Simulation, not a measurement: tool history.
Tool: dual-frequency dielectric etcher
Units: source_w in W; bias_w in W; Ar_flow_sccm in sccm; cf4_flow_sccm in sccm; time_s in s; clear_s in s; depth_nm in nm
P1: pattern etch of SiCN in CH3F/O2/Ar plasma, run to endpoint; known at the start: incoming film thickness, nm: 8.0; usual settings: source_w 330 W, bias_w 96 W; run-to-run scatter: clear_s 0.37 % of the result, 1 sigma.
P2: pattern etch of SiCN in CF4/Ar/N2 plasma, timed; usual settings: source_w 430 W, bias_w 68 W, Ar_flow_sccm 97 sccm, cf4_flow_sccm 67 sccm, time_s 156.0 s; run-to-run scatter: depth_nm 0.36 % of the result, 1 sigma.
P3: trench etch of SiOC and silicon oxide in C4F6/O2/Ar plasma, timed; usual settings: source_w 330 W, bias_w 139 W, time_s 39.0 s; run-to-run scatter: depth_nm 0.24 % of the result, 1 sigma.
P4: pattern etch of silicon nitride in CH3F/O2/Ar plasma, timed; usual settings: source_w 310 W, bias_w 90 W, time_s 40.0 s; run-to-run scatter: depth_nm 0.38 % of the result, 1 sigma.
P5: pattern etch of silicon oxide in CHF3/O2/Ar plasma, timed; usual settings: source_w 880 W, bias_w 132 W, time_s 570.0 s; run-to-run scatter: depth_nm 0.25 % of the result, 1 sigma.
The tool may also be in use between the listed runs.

| run | hour | process | source_w | bias_w | Ar_flow_sccm | cf4_flow_sccm | time_s | clear_s | depth_nm |
|---|---|---|---|---|---|---|---|---|---|
| 1 | 6.7 | P1 | 330 | 96 |  |  |  | 20.356 |  |
| 2 | 11.4 | P2 | 330 | 68 | 97 | 67 | 156.0 |  | 99.927 |
| 3 | 16.1 | P4 | 310 | 90 |  |  | 40.0 |  | 28.195 |
| 4 | 23.6 | P1 | 330 | 133 |  |  |  | 17.877 |  |
| 5 | 27.5 | P1 | 260 | 96 |  |  |  | 22.173 |  |
|  | 31.6 | bias power generator calibrated |
| 6 | 33.9 | P4 | 310 | 90 |  |  | 40.0 |  | 28.251 |
| 7 | 42.0 | P5 | 880 | 132 |  |  | 570.0 |  | 1183.600 |
| 8 | 48.1 | P5 | 880 | 92 |  |  | 570.0 |  | 1063.200 |
| 9 | 52.8 | P2 | 430 | 68 | 97 | 67 | 156.0 |  | 126.900 |
| 10 | 58.1 | P3 | 420 | 139 |  |  | 39.0 |  | 73.783 |
| 11 | 65.4 | P4 | 310 | 90 |  |  | 57.0 |  | 40.203 |
| 12 | 72.6 | P1 | 330 | 96 |  |  |  | 20.402 |  |
| 13 | 78.9 | P3 | 330 | 139 |  |  | 21.5 |  | 37.012 |
| 14 | 85.0 | P5 | 1240 | 132 |  |  | 570.0 |  | 1352.400 |
| 15 | 88.8 | P2 | 430 | 68 | 97 | 67 | 202.0 |  | 164.300 |
| 16 | 95.1 | P3 | 330 | 113 |  |  | 39.0 |  | 63.121 |
| 17 | 99.1 | P1 | 330 | 96 |  |  |  | 20.301 |  |
| 18 | 104.7 | P2 | 430 | 68 | 97 | 94 | 156.0 |  | 133.980 |
| 19 | 108.6 | P2 | 430 | 87 | 97 | 67 | 156.0 |  | 137.520 |
| 20 | 114.1 | P1 | 330 | 70 |  |  |  | 23.003 |  |
| 21 | 118.2 | P5 | 880 | 132 |  |  | 570.0 |  | 1187.400 |
| 22 | 123.0 | P4 | 310 | 61 |  |  | 40.0 |  | 24.470 |
| 23 | 130.5 | P3 | 330 | 139 |  |  | 39.0 |  | 67.090 |
| 24 | 135.7 | P4 | 430 | 90 |  |  | 40.0 |  | 31.724 |
| 25 | 142.0 | P3 | 330 | 139 |  |  | 39.0 |  | 67.141 |
| 26 | 149.1 | P1 | 400 | 115 |  |  |  | 17.714 |  |
| 27 | 153.7 | P5 | 880 | 132 |  |  | 753.0 |  | 1569.400 |
| 28 | 160.7 | P1 | 330 | 96 |  |  |  | 20.286 |  |
| 29 | 167.9 | P1 | 460 | 96 |  |  |  | 18.173 |  |
| 30 | 171.8 | P1 | 420 | 67 |  |  |  | 21.356 |  |
| 31 | 179.3 | P2 | 430 | 68 | 121 | 67 | 156.0 |  | 121.870 |
| 32 | 186.7 | P1 | 330 | 96 |  |  |  | 20.353 |  |
| 33 | 192.3 | P1 | 330 | 96 |  |  |  | 20.410 |  |
| 34 | 197.3 | P1 | 330 | 96 |  |  |  | 20.529 |  |
| 35 | 205.4 | P1 | 330 | 96 |  |  |  | 20.600 |  |
| 36 | 213.1 | P1 | 330 | 96 |  |  |  | 20.794 |  |
| 37 | 217.1 | P1 | 330 | 96 |  |  |  | 20.653 |  |
|  | 221.4 | wet clean of the chamber |
| 38 | 223.8 | P1 | 330 | 96 |  |  |  | 20.798 |  |
| 39 | 229.7 | P1 | 330 | 96 |  |  |  | 20.822 |  |
| 40 | 235.6 | P1 | 330 | 96 |  |  |  | 20.821 |  |
| 41 | 242.5 | P1 | 330 | 96 |  |  |  | 20.726 |  |
| 42 | 247.5 | P1 | 330 | 96 |  |  |  | 20.787 |  |
| 43 | 255.1 | P1 | 330 | 96 |  |  |  | 20.763 |  |

What P1 gives has crept away from where it was. These 2 causes fit the log equally well, each at the size given:
A: source power that arrives under what is set, % = 4.95
B: bias power that arrives under what is set, % = 4.83
The creep began at about hour 186.7.
Why every other cause is out:
chamber walls in a state that lowers the etch rate, %: serviced at hour 221.4, which brought nothing back

4 check runs are offered, one wafer each, their results left as question marks. Which one tells the causes apart?
| check 1 | 262.7 | P5 | 1220 | 132 |  |  | 570.0 |  | ? |
| check 2 | 262.7 | P2 | 430 | 68 | 97 | 86 | 156.0 |  | ? |
| check 3 | 262.7 | P4 | 310 | 71 |  |  | 40.0 |  | ? |
| check 4 | 262.7 | P3 | 390 | 139 |  |  | 24.0 |  | ? |

What each check would give under each cause:
| check | result | if A | if B |
|---|---|---|---|
| check 1 | depth_nm | 1317.700 | 1325.000 |
| check 2 | depth_nm | 125.460 | 129.080 |
| check 3 | depth_nm | 25.355 | 25.406 |
| check 4 | depth_nm | 43.204 | 43.435 |
How far apart the two closest causes lie, in the result that separates them most: check 1 0.56 %; check 2 2.85 %; check 3 0.2 %; check 4 0.53 %
Only check 2 tells the causes apart: in the others they would give nearly the same result.

Check 2 was then run and gave: depth_nm 124.650 nm. Which cause is it?

It is A: source power that arrives under what is set, %.
